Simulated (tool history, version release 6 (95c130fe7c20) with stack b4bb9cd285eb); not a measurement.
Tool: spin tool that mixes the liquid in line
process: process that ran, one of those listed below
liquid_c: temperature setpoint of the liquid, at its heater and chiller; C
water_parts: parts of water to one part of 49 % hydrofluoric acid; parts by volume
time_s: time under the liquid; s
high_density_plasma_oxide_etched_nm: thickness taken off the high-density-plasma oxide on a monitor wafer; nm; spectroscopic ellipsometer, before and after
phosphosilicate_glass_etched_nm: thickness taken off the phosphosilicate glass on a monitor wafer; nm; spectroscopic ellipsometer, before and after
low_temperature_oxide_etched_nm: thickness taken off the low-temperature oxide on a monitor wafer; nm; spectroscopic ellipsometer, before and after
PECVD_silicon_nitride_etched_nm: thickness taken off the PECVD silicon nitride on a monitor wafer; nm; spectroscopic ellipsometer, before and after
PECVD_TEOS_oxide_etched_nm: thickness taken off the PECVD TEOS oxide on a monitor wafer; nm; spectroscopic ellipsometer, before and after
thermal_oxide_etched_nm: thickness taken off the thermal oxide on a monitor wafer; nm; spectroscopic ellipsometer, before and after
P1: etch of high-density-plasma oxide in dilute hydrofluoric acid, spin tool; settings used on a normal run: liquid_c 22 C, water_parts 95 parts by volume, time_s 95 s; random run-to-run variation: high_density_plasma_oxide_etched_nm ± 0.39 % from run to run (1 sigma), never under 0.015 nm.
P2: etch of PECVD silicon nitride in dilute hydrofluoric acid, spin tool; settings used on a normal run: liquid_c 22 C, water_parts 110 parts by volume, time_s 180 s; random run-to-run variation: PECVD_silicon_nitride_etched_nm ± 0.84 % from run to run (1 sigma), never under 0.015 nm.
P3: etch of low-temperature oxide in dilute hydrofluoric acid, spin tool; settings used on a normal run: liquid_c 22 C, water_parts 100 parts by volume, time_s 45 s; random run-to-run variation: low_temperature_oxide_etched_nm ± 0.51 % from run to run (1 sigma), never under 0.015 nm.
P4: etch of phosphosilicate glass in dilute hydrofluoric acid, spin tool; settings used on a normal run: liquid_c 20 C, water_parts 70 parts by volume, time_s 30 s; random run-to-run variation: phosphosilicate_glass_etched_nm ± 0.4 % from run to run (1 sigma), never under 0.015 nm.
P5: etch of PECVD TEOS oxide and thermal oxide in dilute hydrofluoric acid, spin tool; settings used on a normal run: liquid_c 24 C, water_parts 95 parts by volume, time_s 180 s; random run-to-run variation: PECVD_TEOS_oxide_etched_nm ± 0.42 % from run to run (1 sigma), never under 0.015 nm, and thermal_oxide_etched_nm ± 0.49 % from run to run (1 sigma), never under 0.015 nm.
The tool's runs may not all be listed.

run	day	process	liquid_c	water_parts	time_s	hours since the thermometer was replaced	hours since the hydrofluoric acid flow meter was replaced	high_density_plasma_oxide_etched_nm	phosphosilicate_glass_etched_nm	low_temperature_oxide_etched_nm	PECVD_silicon_nitride_etched_nm	PECVD_TEOS_oxide_etched_nm	thermal_oxide_etched_nm
1	0.233	P1	22	95	95	865.1	140.3	10.538					
2	0.45	P1	17	95	95	870.3	145.5	8.5917					
3	0.625	P4	20	70	55	874.5	149.7		83.57				
4	0.879	P1	22	55	95	880.6	155.8	19.195					
5	1.112	P3	17	100	45	886.2	161.4			6.9434			
6	1.329	P4	20	70	30	891.4	166.6		45.711				
7	1.5	P1	22	150	95	895.5	170.7	6.2323					
8	1.65	P1	22	95	95	899.1	174.3	10.524					
9	1.842	P1	17	95	145	903.7	178.9	13.026					
10	2.046	P4	24.5	70	30	908.6	183.8		54.709				
11	2.329	P4	20	20	30	915.4	190.6		170.04				
12	2.621	P1	22	95	95	922.4	197.6	10.54					
13	2.938	P2	28	110	180	930	205.2				4.6995		
14	3.179	P1	27	95	95	935.8	211	12.931					
15	3.479	P1	22	95	95	943	218.2	10.492					
16	3.758	P3	22	100	45	949.7	224.9			8.5335			
17	3.962	P5	24	95	355	954.6	229.8					35.852	17.175
18	4.188	P5	24	95	180	960	235.2					18.201	8.592
19	4.354	P3	22	155	45	964	239.2			5.183			
20	4.575	P1	22	95	95	969.3	244.5	10.488					
21	4.754	P5	24	160	180	973.6	248.8					9.9334	4.7762
22	5.008	P1	22	95	95	979.7	254.9	10.552					
23	5.188	P2	22	170	180	984	259.2				2.0518		
24	5.375	P5	24	95	180	988.5	263.7					18.267	8.5236
25	5.575	P2	22	110	360	993.3	268.5				6.3373		
26	5.867	P1	22	95	95	1000.3	275.5	10.525					
27	6.146	P1	22	95	185	1007	282.2	20.465					
28	6.421	P1	22	95	45	1013.6	288.8	4.9729					
29	6.629	P5	18	95	180	1018.6	293.8					14.225	6.7113
30	6.908	P3	22	100	45	1025.3	300.5			8.4971			
31	7.071	P3	22	100	80	1029.2	304.4			15.146			

Run 32, settings as shown, results not yet in. Your forecast:
32	7.338	P2	22	110	180	1035.6	310.8				?		

PECVD_silicon_nitride_etched_nm: 3.1656 nm
